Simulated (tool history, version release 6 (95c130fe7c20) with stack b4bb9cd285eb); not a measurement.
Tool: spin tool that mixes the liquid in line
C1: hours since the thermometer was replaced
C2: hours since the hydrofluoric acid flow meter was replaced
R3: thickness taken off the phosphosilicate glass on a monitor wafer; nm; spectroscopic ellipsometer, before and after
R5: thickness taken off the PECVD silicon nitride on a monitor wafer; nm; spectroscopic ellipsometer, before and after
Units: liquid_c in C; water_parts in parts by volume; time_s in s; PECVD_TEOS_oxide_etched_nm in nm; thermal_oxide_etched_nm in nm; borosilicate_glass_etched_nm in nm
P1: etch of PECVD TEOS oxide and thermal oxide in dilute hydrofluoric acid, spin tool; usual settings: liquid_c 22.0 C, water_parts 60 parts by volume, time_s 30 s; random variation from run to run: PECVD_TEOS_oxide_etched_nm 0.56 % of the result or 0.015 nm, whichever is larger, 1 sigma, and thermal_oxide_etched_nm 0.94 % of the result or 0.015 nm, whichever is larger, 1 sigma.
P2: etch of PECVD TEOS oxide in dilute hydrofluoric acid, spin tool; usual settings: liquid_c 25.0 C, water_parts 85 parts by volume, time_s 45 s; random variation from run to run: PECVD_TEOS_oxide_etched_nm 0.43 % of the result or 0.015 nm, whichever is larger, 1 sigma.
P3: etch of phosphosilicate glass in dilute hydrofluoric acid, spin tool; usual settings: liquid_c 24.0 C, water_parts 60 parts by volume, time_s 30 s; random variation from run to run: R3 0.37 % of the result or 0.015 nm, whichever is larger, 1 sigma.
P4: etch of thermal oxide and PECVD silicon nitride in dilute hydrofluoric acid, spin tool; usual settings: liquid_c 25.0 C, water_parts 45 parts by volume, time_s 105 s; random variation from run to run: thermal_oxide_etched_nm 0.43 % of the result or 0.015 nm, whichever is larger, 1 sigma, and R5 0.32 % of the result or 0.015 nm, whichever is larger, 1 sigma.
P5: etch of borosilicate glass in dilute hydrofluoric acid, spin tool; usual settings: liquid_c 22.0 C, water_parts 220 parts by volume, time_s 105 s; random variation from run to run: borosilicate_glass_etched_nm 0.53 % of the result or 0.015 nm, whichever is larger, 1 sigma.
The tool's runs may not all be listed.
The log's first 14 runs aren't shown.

{"run": 15, "day": 8.471, "process": "P4", "liquid_c": 25.0, "water_parts": 45, "time_s": 105, "C1": 128.0, "C2": 871.4, "thermal_oxide_etched_nm": 12.47, "R5": 7.3201}
{"run": 16, "day": 9.096, "process": "P2", "liquid_c": 25.0, "water_parts": 20, "time_s": 45, "C1": 143.0, "C2": 886.4, "PECVD_TEOS_oxide_etched_nm": 22.317}
{"run": 17, "day": 9.733, "process": "P4", "liquid_c": 17.5, "water_parts": 45, "time_s": 105, "C1": 158.3, "C2": 901.7, "thermal_oxide_etched_nm": 9.0515, "R5": 4.3756}
{"run": 18, "day": 10.217, "process": "P5", "liquid_c": 22.0, "water_parts": 220, "time_s": 165, "C1": 169.9, "C2": 913.3, "borosilicate_glass_etched_nm": 29.576}
{"run": 19, "day": 10.738, "process": "P4", "liquid_c": 25.0, "water_parts": 75, "time_s": 105, "C1": 182.4, "C2": 925.8, "thermal_oxide_etched_nm": 7.1286, "R5": 4.4326}
{"run": 20, "day": 11.071, "process": "P2", "liquid_c": 30.5, "water_parts": 85, "time_s": 45, "C1": 190.4, "C2": 933.8, "PECVD_TEOS_oxide_etched_nm": 5.9212}
{"run": 21, "day": 11.429, "process": "P4", "liquid_c": 25.0, "water_parts": 45, "time_s": 180, "C1": 199.0, "C2": 942.4, "thermal_oxide_etched_nm": 21.188, "R5": 12.527}
{"run": 22, "day": 11.9, "process": "P3", "liquid_c": 17.0, "water_parts": 60, "time_s": 30, "C1": 210.3, "C2": 953.7, "R3": 37.961}
{"run": 23, "day": 12.462, "process": "P2", "liquid_c": 25.0, "water_parts": 85, "time_s": 45, "C1": 223.8, "C2": 967.2, "PECVD_TEOS_oxide_etched_nm": 4.8025}
{"run": 24, "day": 12.804, "process": "P1", "liquid_c": 22.0, "water_parts": 60, "time_s": 30, "C1": 232.0, "C2": 975.4, "PECVD_TEOS_oxide_etched_nm": 8.8456, "thermal_oxide_etched_nm": 2.2703}
{"run": 25, "day": 13.492, "process": "P1", "liquid_c": 22.0, "water_parts": 60, "time_s": 30, "C1": 248.5, "C2": 991.9, "PECVD_TEOS_oxide_etched_nm": 8.9592, "thermal_oxide_etched_nm": 2.2644}
{"run": 26, "day": 14.179, "process": "P1", "liquid_c": 26.5, "water_parts": 20, "time_s": 30, "C1": 265.0, "C2": 1008.4, "PECVD_TEOS_oxide_etched_nm": 34.142, "thermal_oxide_etched_nm": 8.567}
{"run": 27, "day": 14.958, "process": "P5", "liquid_c": 22.0, "water_parts": 220, "time_s": 105, "C1": 283.7, "C2": 1027.1, "borosilicate_glass_etched_nm": 18.895}
{"run": 28, "day": 15.442, "process": "P1", "liquid_c": 22.0, "water_parts": 105, "time_s": 30, "C1": 295.3, "C2": 1038.7, "PECVD_TEOS_oxide_etched_nm": 4.8126, "thermal_oxide_etched_nm": 1.2266}
{"run": 29, "day": 16.083, "process": "P5", "liquid_c": 22.0, "water_parts": 220, "time_s": 105, "C1": 310.7, "C2": 1054.1, "borosilicate_glass_etched_nm": 18.638}
{"run": 30, "day": 16.729, "process": "P1", "liquid_c": 22.0, "water_parts": 60, "time_s": 30, "C1": 326.2, "C2": 1069.6, "PECVD_TEOS_oxide_etched_nm": 8.9383, "thermal_oxide_etched_nm": 2.1922}
{"run": 31, "day": 17.225, "process": "P1", "liquid_c": 22.0, "water_parts": 20, "time_s": 30, "C1": 338.1, "C2": 1081.5, "PECVD_TEOS_oxide_etched_nm": 28.242, "thermal_oxide_etched_nm": 7.1005}
{"run": 32, "day": 17.842, "process": "P1", "liquid_c": 22.0, "water_parts": 60, "time_s": 30, "C1": 352.9, "C2": 1096.3, "PECVD_TEOS_oxide_etched_nm": 8.8917, "thermal_oxide_etched_nm": 2.2704}
{"run": 33, "day": 18.283, "process": "P1", "liquid_c": 22.0, "water_parts": 60, "time_s": 30, "C1": 363.5, "C2": 1106.9, "PECVD_TEOS_oxide_etched_nm": 9.0787, "thermal_oxide_etched_nm": 2.3355}

Run 34 comes next. What will it give?
{"run": 34, "day": 18.788, "process": "P1", "liquid_c": 22.0, "water_parts": 60, "time_s": 30, "C1": 375.6, "C2": 1119.0, "PECVD_TEOS_oxide_etched_nm": "?", "thermal_oxide_etched_nm": "?"}

Run 34 gave PECVD_TEOS_oxide_etched_nm 9.2292 nm, thermal_oxide_etched_nm 2.3348 nm.
